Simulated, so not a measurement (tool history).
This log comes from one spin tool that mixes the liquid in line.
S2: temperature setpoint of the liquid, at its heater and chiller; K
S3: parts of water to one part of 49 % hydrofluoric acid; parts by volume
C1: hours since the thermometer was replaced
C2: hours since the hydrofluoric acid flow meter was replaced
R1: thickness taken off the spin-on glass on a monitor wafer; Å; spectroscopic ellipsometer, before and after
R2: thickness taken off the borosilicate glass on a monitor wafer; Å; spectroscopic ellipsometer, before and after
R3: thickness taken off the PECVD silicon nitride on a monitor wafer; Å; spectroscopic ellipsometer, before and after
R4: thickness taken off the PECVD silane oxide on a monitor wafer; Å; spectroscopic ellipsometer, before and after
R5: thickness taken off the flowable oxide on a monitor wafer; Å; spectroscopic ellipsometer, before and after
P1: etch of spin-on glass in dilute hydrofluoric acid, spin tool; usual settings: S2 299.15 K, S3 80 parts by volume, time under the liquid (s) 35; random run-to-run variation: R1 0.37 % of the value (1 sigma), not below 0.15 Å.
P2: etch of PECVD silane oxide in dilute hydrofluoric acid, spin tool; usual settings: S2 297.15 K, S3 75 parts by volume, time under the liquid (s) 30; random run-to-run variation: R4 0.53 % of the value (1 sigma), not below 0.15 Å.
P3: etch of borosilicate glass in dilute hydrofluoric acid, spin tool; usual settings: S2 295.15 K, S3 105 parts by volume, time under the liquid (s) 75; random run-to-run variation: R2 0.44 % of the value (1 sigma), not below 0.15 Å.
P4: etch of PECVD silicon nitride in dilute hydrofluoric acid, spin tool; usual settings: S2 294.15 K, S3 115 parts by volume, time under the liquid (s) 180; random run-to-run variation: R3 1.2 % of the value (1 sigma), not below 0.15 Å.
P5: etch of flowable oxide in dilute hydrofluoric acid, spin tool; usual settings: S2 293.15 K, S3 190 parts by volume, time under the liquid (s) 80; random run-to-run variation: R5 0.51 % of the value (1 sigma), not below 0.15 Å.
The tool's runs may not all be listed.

{"run": 1, "day": 0.6, "process that ran": "P1", "S2": 299.15, "S3": 80, "time under the liquid (s)": 35, "C1": 360.5, "C2": 158.5, "R1": 207.18}
{"run": 2, "day": 1.088, "process that ran": "P1", "S2": 299.15, "S3": 80, "time under the liquid (s)": 35, "C1": 372.2, "C2": 170.2, "R1": 208.8}
{"run": 3, "day": 1.738, "process that ran": "P3", "S2": 302.15, "S3": 105, "time under the liquid (s)": 75, "C1": 387.8, "C2": 185.8, "R2": 330.78}
{"run": 4, "day": 2.117, "process that ran": "P1", "S2": 303.65, "S3": 80, "time under the liquid (s)": 35, "C1": 396.9, "C2": 194.9, "R1": 245.91}
{"run": 5, "day": 2.733, "process that ran": "P1", "S2": 299.15, "S3": 80, "time under the liquid (s)": 35, "C1": 411.7, "C2": 209.7, "R1": 205.79}
{"run": 6, "day": 3.292, "process that ran": "P1", "S2": 299.15, "S3": 50, "time under the liquid (s)": 35, "C1": 425.1, "C2": 223.1, "R1": 346.12}
{"run": 7, "day": 3.846, "process that ran": "P4", "S2": 294.15, "S3": 115, "time under the liquid (s)": 180, "C1": 438.4, "C2": 236.4, "R3": 21.988}
{"run": 8, "day": 4.354, "process that ran": "P3", "S2": 295.15, "S3": 45, "time under the liquid (s)": 75, "C1": 450.6, "C2": 248.6, "R2": 626.3}
{"run": 9, "day": 5.025, "process that ran": "P2", "S2": 290.65, "S3": 75, "time under the liquid (s)": 30, "C1": 466.7, "C2": 264.7, "R4": 93.437}
{"run": 10, "day": 5.35, "process that ran": "P1", "S2": 299.15, "S3": 115, "time under the liquid (s)": 35, "C1": 474.5, "C2": 272.5, "R1": 137.96}
{"run": 11, "day": 5.95, "process that ran": "P4", "S2": 294.15, "S3": 115, "time under the liquid (s)": 90, "C1": 488.9, "C2": 286.9, "R3": 10.966}
{"run": 12, "day": 6.35, "process that ran": "P1", "S2": 299.15, "S3": 105, "time under the liquid (s)": 15, "C1": 498.5, "C2": 296.5, "R1": 66.166}
{"run": 13, "day": 6.954, "process that ran": "P2", "S2": 297.15, "S3": 75, "time under the liquid (s)": 30, "C1": 513, "C2": 311, "R4": 123.36}
{"run": 14, "day": 7.583, "process that ran": "P2", "S2": 297.15, "S3": 75, "time under the liquid (s)": 60, "C1": 528.1, "C2": 326.1, "R4": 246.94}
{"run": 15, "day": 8.025, "process that ran": "P4", "S2": 294.15, "S3": 20, "time under the liquid (s)": 180, "C1": 538.7, "C2": 336.7, "R3": 119.29}
{"run": 16, "day": 8.342, "process that ran": "P5", "S2": 293.15, "S3": 190, "time under the liquid (s)": 80, "C1": 546.3, "C2": 344.3, "R5": 116.81}
{"run": 17, "day": 8.858, "process that ran": "P1", "S2": 299.15, "S3": 80, "time under the liquid (s)": 60, "C1": 558.7, "C2": 356.7, "R1": 355.26}
{"run": 18, "day": 9.208, "process that ran": "P1", "S2": 299.15, "S3": 80, "time under the liquid (s)": 35, "C1": 567.1, "C2": 365.1, "R1": 207.43}
{"run": 19, "day": 9.608, "process that ran": "P1", "S2": 299.15, "S3": 80, "time under the liquid (s)": 35, "C1": 576.7, "C2": 374.7, "R1": 208.36}
{"run": 20, "day": 10.058, "process that ran": "P3", "S2": 295.15, "S3": 105, "time under the liquid (s)": 75, "C1": 587.5, "C2": 385.5, "R2": 252.88}
{"run": 21, "day": 10.542, "process that ran": "P4", "S2": 290.15, "S3": 115, "time under the liquid (s)": 180, "C1": 599.1, "C2": 397.1, "R3": 16.64}
{"run": 22, "day": 11.042, "process that ran": "P1", "S2": 299.15, "S3": 80, "time under the liquid (s)": 35, "C1": 611.1, "C2": 409.1, "R1": 207.25}
{"run": 23, "day": 11.425, "process that ran": "P1", "S2": 299.15, "S3": 80, "time under the liquid (s)": 35, "C1": 620.3, "C2": 418.3, "R1": 206.84}
{"run": 24, "day": 12.033, "process that ran": "P5", "S2": 293.15, "S3": 190, "time under the liquid (s)": 15, "C1": 634.9, "C2": 432.9, "R5": 21.522}
{"run": 25, "day": 12.517, "process that ran": "P5", "S2": 293.15, "S3": 315, "time under the liquid (s)": 80, "C1": 646.5, "C2": 444.5, "R5": 62.93}
{"run": 26, "day": 13.175, "process that ran": "P5", "S2": 293.15, "S3": 190, "time under the liquid (s)": 80, "C1": 662.3, "C2": 460.3, "R5": 116.09}
{"run": 27, "day": 13.5, "process that ran": "P5", "S2": 299.15, "S3": 190, "time under the liquid (s)": 80, "C1": 670.1, "C2": 468.1, "R5": 145.65}
{"run": 28, "day": 14.138, "process that ran": "P3", "S2": 295.15, "S3": 105, "time under the liquid (s)": 15, "C1": 685.4, "C2": 483.4, "R2": 50.103}
{"run": 29, "day": 14.458, "process that ran": "P1", "S2": 292.15, "S3": 80, "time under the liquid (s)": 35, "C1": 693.1, "C2": 491.1, "R1": 155.21}
{"run": 30, "day": 15.096, "process that ran": "P1", "S2": 299.15, "S3": 80, "time under the liquid (s)": 15, "C1": 708.4, "C2": 506.4, "R1": 88.878}
{"run": 31, "day": 15.717, "process that ran": "P2", "S2": 297.15, "S3": 125, "time under the liquid (s)": 30, "C1": 723.3, "C2": 521.3, "R4": 69.366}
{"run": 32, "day": 16.304, "process that ran": "P1", "S2": 299.15, "S3": 80, "time under the liquid (s)": 35, "C1": 737.4, "C2": 535.4, "R1": 208.26}
{"run": 33, "day": 16.804, "process that ran": "P1", "S2": 299.15, "S3": 80, "time under the liquid (s)": 35, "C1": 749.4, "C2": 547.4, "R1": 202.28}
{"run": 34, "day": 17.1, "process that ran": "P1", "S2": 299.15, "S3": 80, "time under the liquid (s)": 35, "C1": 756.5, "C2": 554.5, "R1": 201.42}
{"run": 35, "day": 17.471, "process that ran": "P1", "S2": 299.15, "S3": 80, "time under the liquid (s)": 35, "C1": 765.4, "C2": 563.4, "R1": 200.33}
{"run": 36, "day": 18.046, "process that ran": "P1", "S2": 299.15, "S3": 80, "time under the liquid (s)": 35, "C1": 779.2, "C2": 577.2, "R1": 197.01}
{"run": 37, "day": 18.371, "process that ran": "P1", "S2": 299.15, "S3": 80, "time under the liquid (s)": 35, "C1": 787, "C2": 585, "R1": 197.66}
{"run": 38, "day": 18.817, "process that ran": "P1", "S2": 299.15, "S3": 80, "time under the liquid (s)": 35, "C1": 797.7, "C2": 595.7, "R1": 196.41}
{"run": 39, "day": 19.288, "process that ran": "P1", "S2": 299.15, "S3": 80, "time under the liquid (s)": 35, "C1": 809, "C2": 607, "R1": 195.29}
{"run": 40, "day": 19.679, "process that ran": "P1", "S2": 299.15, "S3": 80, "time under the liquid (s)": 35, "C1": 818.4, "C2": 616.4, "R1": 196.29}
{"run": 41, "day": 20.062, "process that ran": "P1", "S2": 299.15, "S3": 80, "time under the liquid (s)": 35, "C1": 827.6, "C2": 625.6, "R1": 195.09}
{"run": 42, "day": 20.396, "process that ran": "P1", "S2": 299.15, "S3": 80, "time under the liquid (s)": 35, "C1": 835.6, "C2": 633.6, "R1": 195.48}
{"run": 43, "day": 20.958, "process that ran": "P1", "S2": 299.15, "S3": 80, "time under the liquid (s)": 35, "C1": 849.1, "C2": 647.1, "R1": 197.18}

Something has made what P1 gives creep away from where it was; the 2 causes below, each at its own stated size, fit the log equally well:
A: liquid colder than its thermometer reads (K) = 1.51
B: hydrofluoric acid flow below the setpoint (%) = 5.24
The process output started creeping at around day 16.304.

Of the 4 check runs below, each run on 5 wafers with the results averaged and each result still a question mark, which one would tell the listed causes apart?
{"run": "check 1", "day": 21.521, "process that ran": "P5", "S2": 293.15, "S3": 190, "time under the liquid (s)": 80, "R5": "?"}
{"run": "check 2", "day": 21.521, "process that ran": "P2", "S2": 297.15, "S3": 75, "time under the liquid (s)": 30, "R4": "?"}
{"run": "check 3", "day": 21.521, "process that ran": "P3", "S2": 295.15, "S3": 105, "time under the liquid (s)": 75, "R2": "?"}
{"run": "check 4", "day": 21.521, "process that ran": "P4", "S2": 294.15, "S3": 115, "time under the liquid (s)": 180, "R3": "?"}

Check results expected under each cause:
check=check_1 result=R5 if_A=109.3 if_B=108.74
check=check_2 result=R4 if_A=116.01 if_B=116.27
check=check_3 result=R2 if_A=236.52 if_B=236.65
check=check_4 result=R3 if_A=19.856 if_B=20.86
Per check, the gap between the least separated pair of causes, taken in the result that splits them most: check 1 0.51 %; check 2 0.22 %; check 3 0.05 %; check 4 4.93 %
Check 4 is the one run that separates the causes; every other check would come out nearly the same whichever cause is at work.

Check 4 was carried out, with these results: R3 19.979 Å. Which of the listed causes is responsible?

Of the candidate causes, it is A: liquid colder than its thermometer reads (K).
